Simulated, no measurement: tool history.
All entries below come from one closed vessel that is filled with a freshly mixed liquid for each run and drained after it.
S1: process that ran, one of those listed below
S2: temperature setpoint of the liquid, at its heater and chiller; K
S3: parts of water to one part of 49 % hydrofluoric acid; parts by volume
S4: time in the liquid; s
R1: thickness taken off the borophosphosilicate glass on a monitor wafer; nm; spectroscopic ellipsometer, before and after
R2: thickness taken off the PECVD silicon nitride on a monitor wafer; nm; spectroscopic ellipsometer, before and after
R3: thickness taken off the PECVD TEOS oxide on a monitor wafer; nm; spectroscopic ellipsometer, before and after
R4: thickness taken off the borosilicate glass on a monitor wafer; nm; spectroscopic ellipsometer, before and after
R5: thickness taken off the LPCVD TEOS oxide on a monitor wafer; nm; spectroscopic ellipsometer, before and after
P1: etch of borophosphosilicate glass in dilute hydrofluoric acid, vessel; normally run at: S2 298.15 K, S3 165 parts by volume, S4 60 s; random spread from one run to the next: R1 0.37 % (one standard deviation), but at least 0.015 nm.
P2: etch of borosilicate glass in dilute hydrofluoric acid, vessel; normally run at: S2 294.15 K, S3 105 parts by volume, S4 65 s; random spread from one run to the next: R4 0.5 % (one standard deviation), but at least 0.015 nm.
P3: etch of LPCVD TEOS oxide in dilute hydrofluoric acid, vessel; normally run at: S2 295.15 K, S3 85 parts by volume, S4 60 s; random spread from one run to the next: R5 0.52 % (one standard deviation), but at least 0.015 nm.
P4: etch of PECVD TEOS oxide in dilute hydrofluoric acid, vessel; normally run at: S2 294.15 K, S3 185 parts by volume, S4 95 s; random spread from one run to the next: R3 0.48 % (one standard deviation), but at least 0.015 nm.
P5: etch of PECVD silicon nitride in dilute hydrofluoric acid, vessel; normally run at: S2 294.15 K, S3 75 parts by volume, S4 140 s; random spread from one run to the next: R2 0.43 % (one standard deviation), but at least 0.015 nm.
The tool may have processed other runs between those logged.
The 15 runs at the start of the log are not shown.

run   hour  S1      S2   S3  S4      R1  R2      R3       R4       R5
 16  208.8  P1  298.15  165  60  24.169
 17  223.8  P1  298.15  240  30   7.609
 18  234.6  P2  298.65  105  65                      20.7840
 19  250.2  P1  303.15  165  60  29.051
 20  264.2  P3  295.15   50  60                               34.3700
 21  278.0  P4  294.15  120  95              7.5716
 22  294.4  P2  294.15  175  65                       9.7352
 23  306.0  P1  298.15  165  60  24.077
 24  316.6  P3  295.15   85  30                                9.6309
 25  331.3  P3  299.15   85  60                               22.4620
 26  346.6  P4  294.15  185  30              1.4348
 27  358.8  P3  295.15   85  60                               19.1850

Run 28 has not been measured yet. What should we expect?
 28  374.1  P5  290.15  75  140       ?

R2: 6.2962 nm
